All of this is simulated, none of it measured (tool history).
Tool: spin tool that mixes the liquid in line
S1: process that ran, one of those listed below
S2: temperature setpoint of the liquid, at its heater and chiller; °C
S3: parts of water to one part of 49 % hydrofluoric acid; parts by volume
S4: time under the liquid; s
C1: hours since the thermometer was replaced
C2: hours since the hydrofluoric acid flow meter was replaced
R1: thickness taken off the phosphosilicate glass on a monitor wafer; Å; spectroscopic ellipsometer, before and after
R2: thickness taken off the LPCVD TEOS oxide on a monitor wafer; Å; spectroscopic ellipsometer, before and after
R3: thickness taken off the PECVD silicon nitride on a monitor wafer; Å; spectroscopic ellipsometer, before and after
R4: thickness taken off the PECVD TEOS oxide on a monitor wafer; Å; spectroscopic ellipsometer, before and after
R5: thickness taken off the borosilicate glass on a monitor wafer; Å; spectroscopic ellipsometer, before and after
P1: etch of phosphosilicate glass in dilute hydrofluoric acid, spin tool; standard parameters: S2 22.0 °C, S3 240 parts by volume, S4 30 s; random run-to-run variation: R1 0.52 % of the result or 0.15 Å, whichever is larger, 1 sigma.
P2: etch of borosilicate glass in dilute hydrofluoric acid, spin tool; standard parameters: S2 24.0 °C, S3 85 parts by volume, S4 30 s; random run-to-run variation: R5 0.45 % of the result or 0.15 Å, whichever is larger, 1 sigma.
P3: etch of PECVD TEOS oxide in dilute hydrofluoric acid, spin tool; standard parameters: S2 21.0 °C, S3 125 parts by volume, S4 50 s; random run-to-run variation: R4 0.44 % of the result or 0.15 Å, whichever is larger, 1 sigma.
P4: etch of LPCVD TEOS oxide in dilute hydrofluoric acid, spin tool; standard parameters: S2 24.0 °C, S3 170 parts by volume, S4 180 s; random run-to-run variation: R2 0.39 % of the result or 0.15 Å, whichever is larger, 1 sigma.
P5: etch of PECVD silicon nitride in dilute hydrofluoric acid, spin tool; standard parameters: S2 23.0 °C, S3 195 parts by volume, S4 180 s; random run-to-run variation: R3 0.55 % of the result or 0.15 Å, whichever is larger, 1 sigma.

| run | hour | S1 | S2 | S3 | S4 | C1 | C2 | R1 | R2 | R3 | R4 | R5 |
|---|---|---|---|---|---|---|---|---|---|---|---|---|
| 1 | 8.3 | P1 | 22.0 | 240 | 30 | 387.6 | 523.0 | 112.940 |  |  |  |  |
| 2 | 16.0 | P4 | 24.0 | 170 | 85 | 395.3 | 530.7 |  | 126.12 |  |  |  |
| 3 | 25.8 | P5 | 23.0 | 195 | 180 | 405.1 | 540.5 |  |  | 41.632 |  |  |
| 4 | 32.5 | P1 | 22.0 | 365 | 55 | 411.8 | 547.2 | 120.930 |  |  |  |  |
| 5 | 44.3 | P3 | 21.0 | 220 | 50 | 423.6 | 559.0 |  |  |  | 43.485 |  |
| 6 | 53.3 | P1 | 22.0 | 240 | 30 | 432.6 | 568.0 | 113.030 |  |  |  |  |
| 7 | 65.3 | P5 | 23.0 | 195 | 180 | 444.6 | 580.0 |  |  | 41.077 |  |  |
| 8 | 72.3 | P1 | 22.0 | 145 | 50 | 451.6 | 587.0 | 346.130 |  |  |  |  |
| 9 | 81.2 | P2 | 28.5 | 85 | 30 | 460.5 | 595.9 |  |  |  |  | 238.780 |
| 10 | 89.9 | P1 | 22.0 | 405 | 30 | 469.2 | 604.6 | 57.582 |  |  |  |  |
| 11 | 98.6 | P1 | 28.5 | 240 | 30 | 477.9 | 613.3 | 142.220 |  |  |  |  |
| 12 | 106.4 | P1 | 29.0 | 400 | 30 | 485.7 | 621.1 | 74.081 |  |  |  |  |
|  | 109.0 | thermometer replaced |
| 13 | 117.7 | P2 | 24.0 | 85 | 30 | 8.8 | 632.4 |  |  |  |  | 200.140 |
| 14 | 126.0 | P4 | 31.0 | 170 | 180 | 17.1 | 640.7 |  | 341.97 |  |  |  |
| 15 | 136.1 | P5 | 23.0 | 195 | 50 | 27.2 | 650.8 |  |  | 11.468 |  |  |
| 16 | 148.0 | P5 | 17.0 | 195 | 180 | 39.1 | 662.7 |  |  | 27.752 |  |  |
| 17 | 160.3 | P3 | 21.0 | 125 | 80 | 51.4 | 675.0 |  |  |  | 134.110 |  |
| 18 | 168.9 | P1 | 22.0 | 240 | 30 | 60.0 | 683.6 | 113.280 |  |  |  |  |
| 19 | 177.0 | P3 | 28.5 | 125 | 50 | 68.1 | 691.7 |  |  |  | 111.660 |  |
| 20 | 189.5 | P5 | 23.0 | 105 | 180 | 80.6 | 704.2 |  |  | 75.907 |  |  |
| 21 | 201.4 | P3 | 21.0 | 125 | 50 | 92.5 | 716.1 |  |  |  | 84.161 |  |
| 22 | 208.3 | P4 | 24.0 | 285 | 180 | 99.4 | 723.0 |  | 140.53 |  |  |  |
| 23 | 220.3 | P1 | 22.0 | 240 | 15 | 111.4 | 735.0 | 57.065 |  |  |  |  |
| 24 | 232.8 | P1 | 22.0 | 240 | 30 | 123.9 | 747.5 | 114.060 |  |  |  |  |
| 25 | 240.9 | P1 | 17.0 | 240 | 30 | 132.0 | 755.6 | 93.341 |  |  |  |  |
| 26 | 253.0 | P1 | 22.0 | 240 | 30 | 144.1 | 767.7 | 113.480 |  |  |  |  |
| 27 | 259.4 | P4 | 24.0 | 170 | 180 | 150.5 | 774.1 |  | 264.96 |  |  |  |
| 28 | 271.2 | P2 | 24.0 | 145 | 30 | 162.3 | 785.9 |  |  |  |  | 109.120 |
| 29 | 281.3 | P1 | 22.0 | 150 | 30 | 172.4 | 796.0 | 199.770 |  |  |  |  |
| 30 | 287.7 | P2 | 24.0 | 85 | 15 | 178.8 | 802.4 |  |  |  |  | 99.114 |
| 31 | 300.2 | P1 | 22.0 | 240 | 55 | 191.3 | 814.9 | 208.030 |  |  |  |  |
| 32 | 312.8 | P1 | 22.0 | 240 | 30 | 203.9 | 827.5 | 113.420 |  |  |  |  |
| 33 | 319.5 | P1 | 22.0 | 240 | 30 | 210.6 | 834.2 | 112.960 |  |  |  |  |
| 34 | 327.1 | P1 | 22.0 | 240 | 30 | 218.2 | 841.8 | 110.260 |  |  |  |  |
| 35 | 335.1 | P1 | 22.0 | 240 | 30 | 226.2 | 849.8 | 106.930 |  |  |  |  |
| 36 | 343.9 | P1 | 22.0 | 240 | 30 | 235.0 | 858.6 | 104.850 |  |  |  |  |
| 37 | 356.0 | P1 | 22.0 | 240 | 30 | 247.1 | 870.7 | 104.420 |  |  |  |  |
| 38 | 367.2 | P1 | 22.0 | 240 | 30 | 258.3 | 881.9 | 103.090 |  |  |  |  |
| 39 | 378.6 | P1 | 22.0 | 240 | 30 | 269.7 | 893.3 | 103.840 |  |  |  |  |

Something has made what P1 gives creep away from where it was; the 2 causes below, each at its own stated size, fit the log equally well:
A: liquid colder than its thermometer reads (K) = 2.44
B: hydrofluoric acid flow below the setpoint (%) = 7.07
Creep in the process output first set in at about hour 319.5.

Which of the 4 check runs listed below separates the causes, so that each cause would produce a clearly different result? Each run uses one wafer, and its results are marked with question marks.
| check 1 | 390.0 | P2 | 24.0 | 120 | 15 |  |  |  |  |  |  | ? |
| check 2 | 390.0 | P5 | 17.5 | 195 | 180 |  |  |  |  | ? |  |  |
| check 3 | 390.0 | P3 | 26.0 | 125 | 50 |  |  |  |  |  | ? |  |
| check 4 | 390.0 | P4 | 24.0 | 275 | 180 |  |  |  | ? |  |  |  |

If the cause were each of the candidates in turn, the checks would give the following:
| check | result | if A | if B |
|---|---|---|---|
| check 1 | R5 | 61.590 | 62.349 |
| check 2 | R3 | 24.427 | 26.875 |
| check 3 | R4 | 92.744 | 93.601 |
| check 4 | R2 | 135.01 | 134.12 |
Separation of the two closest causes in each check, using whichever result separates them best: check 1 1.22 %; check 2 9.55 %; check 3 0.92 %; check 4 0.66 %
The other checks would show nearly matching results whichever cause is true, so check 2 is the only one that separates the causes.

Here is what check 2 returned: R3 26.671 Å. Which cause is it?

It was cause B: hydrofluoric acid flow below the setpoint (%).

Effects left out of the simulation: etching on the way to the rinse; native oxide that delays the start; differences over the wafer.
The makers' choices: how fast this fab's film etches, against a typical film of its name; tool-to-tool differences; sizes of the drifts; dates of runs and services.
